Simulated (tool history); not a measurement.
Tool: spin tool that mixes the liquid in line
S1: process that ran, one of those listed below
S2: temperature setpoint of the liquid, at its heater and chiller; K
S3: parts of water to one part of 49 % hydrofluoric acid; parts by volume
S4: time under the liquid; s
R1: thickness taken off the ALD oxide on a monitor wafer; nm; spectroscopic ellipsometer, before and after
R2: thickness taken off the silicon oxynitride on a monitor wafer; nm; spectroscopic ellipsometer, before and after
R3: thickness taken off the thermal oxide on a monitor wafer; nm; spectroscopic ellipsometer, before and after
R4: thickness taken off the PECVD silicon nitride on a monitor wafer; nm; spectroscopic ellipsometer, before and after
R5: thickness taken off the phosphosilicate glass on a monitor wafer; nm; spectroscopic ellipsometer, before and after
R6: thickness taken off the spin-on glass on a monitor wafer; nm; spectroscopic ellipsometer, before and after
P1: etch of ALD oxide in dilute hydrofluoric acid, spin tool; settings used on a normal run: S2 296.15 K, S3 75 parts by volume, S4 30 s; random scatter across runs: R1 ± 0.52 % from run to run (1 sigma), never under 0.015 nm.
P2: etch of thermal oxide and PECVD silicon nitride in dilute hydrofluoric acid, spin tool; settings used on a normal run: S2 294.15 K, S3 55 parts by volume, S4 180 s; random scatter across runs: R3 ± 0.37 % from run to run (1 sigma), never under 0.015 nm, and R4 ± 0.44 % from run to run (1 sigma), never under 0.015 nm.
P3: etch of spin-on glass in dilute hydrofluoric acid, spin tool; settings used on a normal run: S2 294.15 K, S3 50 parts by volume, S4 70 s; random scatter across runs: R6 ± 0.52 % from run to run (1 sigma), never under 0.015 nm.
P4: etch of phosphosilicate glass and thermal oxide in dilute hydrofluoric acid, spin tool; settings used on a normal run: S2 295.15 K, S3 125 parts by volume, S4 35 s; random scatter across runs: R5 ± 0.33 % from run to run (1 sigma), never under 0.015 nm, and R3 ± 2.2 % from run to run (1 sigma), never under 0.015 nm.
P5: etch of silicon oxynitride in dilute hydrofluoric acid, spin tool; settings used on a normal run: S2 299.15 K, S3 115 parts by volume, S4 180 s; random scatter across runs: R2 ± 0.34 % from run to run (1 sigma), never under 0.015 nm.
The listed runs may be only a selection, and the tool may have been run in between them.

run 1 hour=14.2 | S1=P1 S2=296.15 S3=75 S4=30 | R1=9.6274
run 2 hour=25.3 | S1=P5 S2=299.15 S3=60 S4=180 | R2=13.9610
run 3 hour=40.6 | S1=P1 S2=296.15 S3=135 S4=60 | R1=9.9182
run 4 hour=53.6 | S1=P1 S2=296.15 S3=75 S4=30 | R1=9.6567
run 5 hour=61.5 | S1=P1 S2=296.15 S3=75 S4=30 | R1=9.6763
run 6 hour=73.0 | S1=P2 S2=294.15 S3=55 S4=65 | R3=5.3497 R4=4.2775
run 7 hour=87.1 | S1=P1 S2=296.15 S3=75 S4=30 | R1=9.5483
run 8 hour=98.7 | S1=P1 S2=290.15 S3=75 S4=15 | R1=3.7486
run 9 hour=109.3 | S1=P5 S2=299.15 S3=115 S4=180 | R2=6.9200
run 10 hour=116.8 | S1=P4 S2=295.15 S3=125 S4=35 | R3=1.1950 R5=15.399
run 11 hour=133.7 | S1=P3 S2=290.15 S3=50 S4=70 | R6=46.859
run 12 hour=141.5 | S1=P4 S2=295.15 S3=125 S4=55 | R3=1.9826 R5=24.172
run 13 hour=152.6 | S1=P3 S2=294.15 S3=50 S4=70 | R6=56.517
run 14 hour=163.6 | S1=P1 S2=296.15 S3=75 S4=30 | R1=9.5465
run 15 hour=173.9 | S1=P5 S2=305.15 S3=115 S4=180 | R2=9.0996
run 16 hour=182.5 | S1=P1 S2=296.15 S3=75 S4=15 | R1=4.8253
run 17 hour=192.9 | S1=P1 S2=296.15 S3=75 S4=55 | R1=17.5730
run 18 hour=200.9 | S1=P3 S2=294.15 S3=85 S4=70 | R6=31.822
run 19 hour=215.0 | S1=P1 S2=296.15 S3=20 S4=30 | R1=38.9000
run 20 hour=226.2 | S1=P5 S2=299.15 S3=115 S4=320 | R2=12.3420
run 21 hour=236.6 | S1=P1 S2=300.15 S3=75 S4=30 | R1=11.1620
run 22 hour=249.3 | S1=P2 S2=294.15 S3=20 S4=180 | R3=42.7550 R4=31.0550
run 23 hour=257.8 | S1=P2 S2=294.15 S3=55 S4=180 | R3=15.0400 R4=11.7140
run 24 hour=272.9 | S1=P4 S2=295.15 S3=75 S4=35 | R3=2.1257 R5=27.314
run 25 hour=284.8 | S1=P1 S2=291.15 S3=75 S4=30 | R1=7.8322
-- hour=299.7 thermometer replaced
run 26 hour=300.1 | S1=P4 S2=290.15 S3=125 S4=35 | R3=1.0473 R5=12.557
run 27 hour=308.5 | S1=P3 S2=294.15 S3=50 S4=115 | R6=92.763
run 28 hour=324.7 | S1=P1 S2=296.15 S3=125 S4=30 | R1=5.3995
run 29 hour=337.8 | S1=P5 S2=299.15 S3=115 S4=180 | R2=6.9201
run 30 hour=346.5 | S1=P2 S2=302.65 S3=55 S4=180 | R3=21.0800 R4=20.5750
run 31 hour=355.0 | S1=P4 S2=295.15 S3=125 S4=35 | R3=1.2525 R5=15.370
run 32 hour=371.8 | S1=P2 S2=294.15 S3=55 S4=180 | R3=14.9220 R4=11.8240
run 33 hour=384.0 | S1=P1 S2=296.15 S3=75 S4=30 | R1=9.6179
run 34 hour=395.4 | S1=P1 S2=296.15 S3=75 S4=30 | R1=9.8336
run 35 hour=403.6 | S1=P1 S2=296.15 S3=75 S4=30 | R1=10.0210
run 36 hour=419.6 | S1=P1 S2=296.15 S3=75 S4=30 | R1=10.2220
run 37 hour=430.1 | S1=P1 S2=296.15 S3=75 S4=30 | R1=10.1660
run 38 hour=437.8 | S1=P1 S2=296.15 S3=75 S4=30 | R1=10.1530
run 39 hour=454.1 | S1=P1 S2=296.15 S3=75 S4=30 | R1=10.2490
run 40 hour=464.1 | S1=P1 S2=296.15 S3=75 S4=30 | R1=10.1900

P1 has crept away from where it was. The log is fitted equally well by each of these 2 causes, at the sizes shown:
A: hydrofluoric acid flow above the setpoint (%) = 5.58
B: liquid hotter than its thermometer reads (K) = 1.47
Creep in the process output first set in at about hour 384.0.

Consider the 4 single-wafer check runs listed below, results given as question marks: which one distinguishes between the causes by giving clearly different results for each?
run check 1 hour=474.1 | S1=P5 S2=299.15 S3=115 S4=180 | R2=?
run check 2 hour=474.1 | S1=P4 S2=295.15 S3=125 S4=35 | R3=? R5=?
run check 3 hour=474.1 | S1=P2 S2=294.15 S3=55 S4=180 | R3=? R4=?
run check 4 hour=474.1 | S1=P3 S2=294.15 S3=50 S4=70 | R6=?

What each check would give under each cause:
check=check_1 result=R2 if_A=7.3770 if_B=7.4323
check=check_2 result=R3 if_A=1.3083 if_B=1.3031
check=check_2 result=R5 if_A=16.393 if_B=16.329
check=check_3 result=R3 if_A=15.8310 if_B=15.8850
check=check_3 result=R4 if_A=12.4130 if_B=13.0180
check=check_4 result=R6 if_A=59.532 if_B=59.775
Smallest distance between any two causes, each pair judged by its most separating result, in per cent: check 1 0.75 %; check 2 0.39 %; check 3 4.76 %; check 4 0.41 %
Only in check 3 would the causes give clearly different results; in the remaining checks their results would be nearly the same.

The results of check 3 are: R3 15.8860 nm; R4 13.0430 nm. Based on these, which of the listed causes is it?

It was cause B: liquid hotter than its thermometer reads (K).
